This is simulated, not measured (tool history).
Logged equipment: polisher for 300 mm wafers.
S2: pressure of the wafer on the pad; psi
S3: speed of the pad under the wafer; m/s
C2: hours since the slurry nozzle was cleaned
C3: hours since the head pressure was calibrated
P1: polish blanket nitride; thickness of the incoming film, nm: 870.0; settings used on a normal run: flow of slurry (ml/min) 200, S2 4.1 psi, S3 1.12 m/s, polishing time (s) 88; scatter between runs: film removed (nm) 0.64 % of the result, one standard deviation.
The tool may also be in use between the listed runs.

{"run": 1, "day": 0.188, "flow of slurry (ml/min)": 200, "S2": 4.1, "S3": 1.12, "polishing time (s)": 88, "wafers polished on this pad": 418, "C2": 397.3, "C3": 291.9, "film removed (nm)": 216.56}
{"run": 2, "day": 0.483, "flow of slurry (ml/min)": 200, "S2": 4.1, "S3": 1.74, "polishing time (s)": 88, "wafers polished on this pad": 513, "C2": 404.4, "C3": 299, "film removed (nm)": 308.86}
{"run": 3, "day": 0.771, "flow of slurry (ml/min)": 120, "S2": 4.1, "S3": 1.12, "polishing time (s)": 88, "wafers polished on this pad": 605, "C2": 411.3, "C3": 305.9, "film removed (nm)": 199.96}
{"run": 4, "day": 1.125, "flow of slurry (ml/min)": 200, "S2": 4.1, "S3": 1.12, "polishing time (s)": 88, "wafers polished on this pad": 719, "C2": 419.8, "C3": 314.4, "film removed (nm)": 214.83}
{"run": 5, "day": 1.417, "flow of slurry (ml/min)": 200, "S2": 4.1, "S3": 1.12, "polishing time (s)": 132, "wafers polished on this pad": 813, "C2": 426.8, "C3": 321.4, "film removed (nm)": 320.7}
{"run": 6, "day": 1.646, "flow of slurry (ml/min)": 200, "S2": 4.1, "S3": 0.62, "polishing time (s)": 88, "wafers polished on this pad": 887, "C2": 432.3, "C3": 326.9, "film removed (nm)": 134.59}
{"run": 7, "day": 1.933, "flow of slurry (ml/min)": 200, "S2": 4.1, "S3": 1.12, "polishing time (s)": 88, "wafers polished on this pad": 979, "C2": 439.2, "C3": 333.8, "film removed (nm)": 216.52}
{"run": 8, "day": 2.25, "flow of slurry (ml/min)": 200, "S2": 4.1, "S3": 1.12, "polishing time (s)": 64, "wafers polished on this pad": 1081, "C2": 446.8, "C3": 341.4, "film removed (nm)": 157.13}
{"run": 9, "day": 2.567, "flow of slurry (ml/min)": 200, "S2": 4.1, "S3": 1.12, "polishing time (s)": 88, "wafers polished on this pad": 1183, "C2": 454.4, "C3": 349, "film removed (nm)": 215.9}
{"run": 10, "day": 2.792, "flow of slurry (ml/min)": 200, "S2": 2.7, "S3": 0.72, "polishing time (s)": 88, "wafers polished on this pad": 1255, "C2": 459.8, "C3": 354.4, "film removed (nm)": 100.56}
{"run": 11, "day": 3.117, "flow of slurry (ml/min)": 200, "S2": 4.1, "S3": 1.12, "polishing time (s)": 88, "wafers polished on this pad": 1360, "C2": 467.6, "C3": 362.2, "film removed (nm)": 215.78}
{"run": 12, "day": 3.354, "flow of slurry (ml/min)": 270, "S2": 4.1, "S3": 1.12, "polishing time (s)": 88, "wafers polished on this pad": 1436, "C2": 473.3, "C3": 367.9, "film removed (nm)": 224.71}
{"day": 3.662, "done": "head pressure recalibrated"}
{"run": 13, "day": 3.671, "flow of slurry (ml/min)": 200, "S2": 5.8, "S3": 1.12, "polishing time (s)": 88, "wafers polished on this pad": 1538, "C2": 480.9, "C3": 0.2, "film removed (nm)": 306.42}
{"run": 14, "day": 3.967, "flow of slurry (ml/min)": 200, "S2": 4.1, "S3": 1.12, "polishing time (s)": 88, "wafers polished on this pad": 1633, "C2": 488, "C3": 7.3, "film removed (nm)": 215.12}
{"run": 15, "day": 4.221, "flow of slurry (ml/min)": 200, "S2": 6, "S3": 1.12, "polishing time (s)": 52, "wafers polished on this pad": 1715, "C2": 494.1, "C3": 13.4, "film removed (nm)": 187.29}
{"run": 16, "day": 4.417, "flow of slurry (ml/min)": 200, "S2": 1.9, "S3": 1.12, "polishing time (s)": 88, "wafers polished on this pad": 1778, "C2": 498.8, "C3": 18.1, "film removed (nm)": 101.41}
{"run": 17, "day": 4.788, "flow of slurry (ml/min)": 200, "S2": 4.1, "S3": 1.12, "polishing time (s)": 88, "wafers polished on this pad": 1897, "C2": 507.7, "C3": 27, "film removed (nm)": 215.75}
{"run": 18, "day": 4.975, "flow of slurry (ml/min)": 200, "S2": 4.1, "S3": 1.12, "polishing time (s)": 88, "wafers polished on this pad": 1958, "C2": 512.2, "C3": 31.5, "film removed (nm)": 211.97}
{"run": 19, "day": 5.292, "flow of slurry (ml/min)": 200, "S2": 4.1, "S3": 1.12, "polishing time (s)": 88, "wafers polished on this pad": 2060, "C2": 519.8, "C3": 39.1, "film removed (nm)": 209.45}
{"run": 20, "day": 5.462, "flow of slurry (ml/min)": 200, "S2": 4.1, "S3": 1.12, "polishing time (s)": 88, "wafers polished on this pad": 2114, "C2": 523.9, "C3": 43.2, "film removed (nm)": 207.43}
{"run": 21, "day": 5.812, "flow of slurry (ml/min)": 200, "S2": 4.1, "S3": 1.12, "polishing time (s)": 88, "wafers polished on this pad": 2227, "C2": 532.3, "C3": 51.6, "film removed (nm)": 204.35}
{"day": 5.933, "done": "worn pad replaced by a new one"}
{"run": 22, "day": 6.083, "flow of slurry (ml/min)": 200, "S2": 4.1, "S3": 1.12, "polishing time (s)": 88, "wafers polished on this pad": 49, "C2": 538.8, "C3": 58.1, "film removed (nm)": 202.44}
{"run": 23, "day": 6.412, "flow of slurry (ml/min)": 200, "S2": 4.1, "S3": 1.12, "polishing time (s)": 88, "wafers polished on this pad": 155, "C2": 546.7, "C3": 66, "film removed (nm)": 202.61}

Compared with where it was, what P1 gives has crept away. Each cause listed below fits the log as well as the rest, at the size given for it:
A: slurry flow missing at the pad, % = 34
B: head's pressure below its setpoint, % = 6.49
The creep began at about day 4.788.
Each remaining cause and why it is not a fit:
removal rate lost through wear of the pad, %: was serviced at day 5.933, once the creep was under way, yet the earlier output never came back

4 check runs are offered, each on 2 wafers whose results are averaged, their results left as question marks. Which one tells the causes apart?
{"run": "check 1", "day": 6.742, "flow of slurry (ml/min)": 200, "S2": 4.1, "S3": 1.74, "polishing time (s)": 88, "film removed (nm)": "?"}
{"run": "check 2", "day": 6.742, "flow of slurry (ml/min)": 200, "S2": 4.1, "S3": 1.52, "polishing time (s)": 106, "film removed (nm)": "?"}
{"run": "check 3", "day": 6.742, "flow of slurry (ml/min)": 200, "S2": 1.9, "S3": 1.12, "polishing time (s)": 88, "film removed (nm)": "?"}
{"run": "check 4", "day": 6.742, "flow of slurry (ml/min)": 120, "S2": 4.1, "S3": 0.76, "polishing time (s)": 88, "film removed (nm)": "?"}

Predicted outcomes, by check and by cause:
check=check_1 result=film_removed_(nm) if_A=287.93 if_B=287.92
check=check_2 result=film_removed_(nm) if_A=311.27 if_B=311.27
check=check_3 result=film_removed_(nm) if_A=93.797 if_B=93.796
check=check_4 result=film_removed_(nm) if_A=130.89 if_B=136.13
Distance between the nearest two causes, measured in the result of the check that separates them most: check 1 0 %; check 2 0 %; check 3 0 %; check 4 3.93 %
The causes can be told apart only by check 4. The other checks would give nearly the same results under each of them.

Running check 4 produced the following: film removed (nm) 130.57. Which one of the listed causes fits?

The correct cause is A, namely: slurry flow missing at the pad, %.
